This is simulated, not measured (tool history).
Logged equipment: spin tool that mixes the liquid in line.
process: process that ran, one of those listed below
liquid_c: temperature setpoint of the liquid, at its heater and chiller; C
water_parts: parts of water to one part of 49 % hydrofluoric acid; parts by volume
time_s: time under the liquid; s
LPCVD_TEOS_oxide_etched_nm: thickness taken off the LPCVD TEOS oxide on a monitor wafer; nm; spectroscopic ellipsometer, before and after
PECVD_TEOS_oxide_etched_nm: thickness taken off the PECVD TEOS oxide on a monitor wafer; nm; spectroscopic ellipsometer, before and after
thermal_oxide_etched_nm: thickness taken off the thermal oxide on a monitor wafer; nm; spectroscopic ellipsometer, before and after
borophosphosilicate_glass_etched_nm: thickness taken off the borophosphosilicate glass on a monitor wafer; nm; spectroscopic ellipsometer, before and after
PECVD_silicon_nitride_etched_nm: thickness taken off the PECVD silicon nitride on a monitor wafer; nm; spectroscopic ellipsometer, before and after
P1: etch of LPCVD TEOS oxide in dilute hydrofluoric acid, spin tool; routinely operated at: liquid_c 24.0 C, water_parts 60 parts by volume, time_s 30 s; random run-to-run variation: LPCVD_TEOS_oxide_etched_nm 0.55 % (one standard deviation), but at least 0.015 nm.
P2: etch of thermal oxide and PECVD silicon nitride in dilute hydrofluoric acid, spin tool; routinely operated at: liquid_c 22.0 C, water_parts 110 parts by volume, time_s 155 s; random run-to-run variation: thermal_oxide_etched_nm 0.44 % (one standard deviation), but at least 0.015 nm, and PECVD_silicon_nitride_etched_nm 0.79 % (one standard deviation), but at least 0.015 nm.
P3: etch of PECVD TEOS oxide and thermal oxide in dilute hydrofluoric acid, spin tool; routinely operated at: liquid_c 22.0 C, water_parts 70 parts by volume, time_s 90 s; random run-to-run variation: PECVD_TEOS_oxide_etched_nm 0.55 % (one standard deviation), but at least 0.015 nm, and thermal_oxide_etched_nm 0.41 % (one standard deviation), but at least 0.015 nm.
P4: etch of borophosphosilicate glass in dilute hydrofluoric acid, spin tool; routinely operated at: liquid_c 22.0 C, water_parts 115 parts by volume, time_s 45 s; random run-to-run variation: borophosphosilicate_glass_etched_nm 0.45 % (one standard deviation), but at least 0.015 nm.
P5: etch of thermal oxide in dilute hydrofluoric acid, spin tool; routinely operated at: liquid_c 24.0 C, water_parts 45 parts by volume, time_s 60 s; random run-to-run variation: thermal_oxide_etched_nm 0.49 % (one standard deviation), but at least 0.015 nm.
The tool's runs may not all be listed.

run,day,process,liquid_c,water_parts,time_s,hours since the thermometer was replaced,hours since the hydrofluoric acid flow meter was replaced,LPCVD_TEOS_oxide_etched_nm,PECVD_TEOS_oxide_etched_nm,thermal_oxide_etched_nm,borophosphosilicate_glass_etched_nm,PECVD_silicon_nitride_etched_nm
1,0.183,P1,24.0,60,30,331.8,215.0,9.7456,,,,
2,0.308,P3,22.0,70,90,334.8,218.0,,21.740,5.4686,,
3,0.508,P4,18.0,115,45,339.6,222.8,,,,19.178,
4,0.621,P1,24.0,60,30,342.3,225.5,9.7107,,,,
5,0.792,P1,24.0,105,30,346.4,229.6,5.2271,,,,
6,0.938,P4,22.0,115,45,349.9,233.1,,,,22.482,
7,1.046,P3,17.0,70,90,352.5,235.7,,17.677,4.4770,,
8,1.204,P1,24.0,60,15,356.3,239.5,4.8474,,,,
9,1.308,P1,24.0,60,30,358.8,242.0,9.6646,,,,
10,1.517,P5,24.0,45,60,363.8,247.0,,,7.1497,,
11,1.675,P1,17.0,35,30,367.6,250.8,12.6280,,,,
12,1.871,P5,17.0,45,60,372.3,255.5,,,5.2957,,
13,1.975,P3,22.0,100,90,374.8,258.0,,14.739,3.7369,,
# day 2.050: thermometer replaced
14,2.142,P2,22.0,110,280,2.2,262.0,,,10.7900,,6.0399
15,2.271,P4,22.0,115,80,5.3,265.1,,,,40.024,
16,2.475,P1,19.5,60,30,10.2,270.0,8.1265,,,,
17,2.692,P1,24.0,40,55,15.4,275.2,27.4420,,,,
18,2.862,P2,26.0,110,155,19.5,279.3,,,7.0168,,4.3782
19,2.988,P2,22.0,175,155,22.5,282.3,,,3.5138,,2.1247
20,3.092,P1,24.0,60,50,25.0,284.8,16.1540,,,,
21,3.271,P1,24.0,95,45,29.3,289.1,8.7588,,,,
22,3.446,P3,22.0,70,155,33.5,293.3,,37.483,9.5152,,
23,3.654,P1,24.0,60,30,38.5,298.3,9.6327,,,,
24,3.842,P5,24.0,80,60,43.0,302.8,,,3.8253,,
25,3.979,P4,22.0,25,45,46.3,306.1,,,,114.980,
26,4.188,P1,28.0,60,30,51.3,311.1,11.4270,,,,
27,4.333,P2,22.0,110,155,54.8,314.6,,,5.9580,,3.3438
28,4.500,P1,24.0,20,30,58.8,318.6,30.6410,,,,
29,4.654,P5,24.0,45,15,62.5,322.3,,,1.7892,,
30,4.812,P1,24.0,60,30,66.3,326.1,9.7189,,,,
31,4.950,P1,24.0,60,30,69.6,329.4,9.9814,,,,
32,5.071,P1,24.0,60,30,72.5,332.3,10.1880,,,,
33,5.212,P1,24.0,60,30,75.9,335.7,10.3120,,,,
34,5.312,P1,24.0,60,30,78.3,338.1,10.2960,,,,
35,5.517,P1,24.0,60,30,83.2,343.0,10.4160,,,,
36,5.612,P1,24.0,60,30,85.5,345.3,10.4150,,,,
37,5.725,P1,24.0,60,30,88.2,348.0,10.4460,,,,
38,5.908,P1,24.0,60,30,92.6,352.4,10.4380,,,,

The log shows P1 creeping away from where it was. Any of the 2 causes listed here, at the size stated for it, fits the log just as well as the others:
A: hydrofluoric acid flow above the setpoint (%) = 7.63
B: liquid hotter than its thermometer reads (K) = 1.96
At approximately day 4.812, the process output began to creep.

Consider the 4 check runs below, whose results appear as question marks and each of which averages 2 wafers. Which one distinguishes the causes, in that each cause would give it a clearly different result?
check 1,6.092,P5,24.0,65,60,,,,,?,,
check 2,6.092,P4,22.0,30,45,,,,,,?,
check 3,6.092,P2,22.0,110,250,,,,,?,,?
check 4,6.092,P3,17.0,70,90,,,,?,?,,

If the cause were each of the candidates in turn, the checks would give the following:
check,result,if A,if B
check 1,thermal_oxide_etched_nm,5.1876,5.1851
check 2,borophosphosilicate_glass_etched_nm,103.320,103.970
check 3,thermal_oxide_etched_nm,10.4850,10.4350
check 3,PECVD_silicon_nitride_etched_nm,5.7860,6.1284
check 4,PECVD_TEOS_oxide_etched_nm,19.097,19.185
check 4,thermal_oxide_etched_nm,4.8520,4.8744
Distance between the nearest two causes, measured in the result of the check that separates them most: check 1 0.05 %; check 2 0.63 %; check 3 5.75 %; check 4 0.46 %
Only in check 3 would the causes give clearly different results; in the remaining checks their results would be nearly the same.

After running check 3, the following was obtained: thermal_oxide_etched_nm 10.5050 nm; PECVD_silicon_nitride_etched_nm 5.7599 nm. Which cause does this point to?

The cause is A: hydrofluoric acid flow above the setpoint (%).
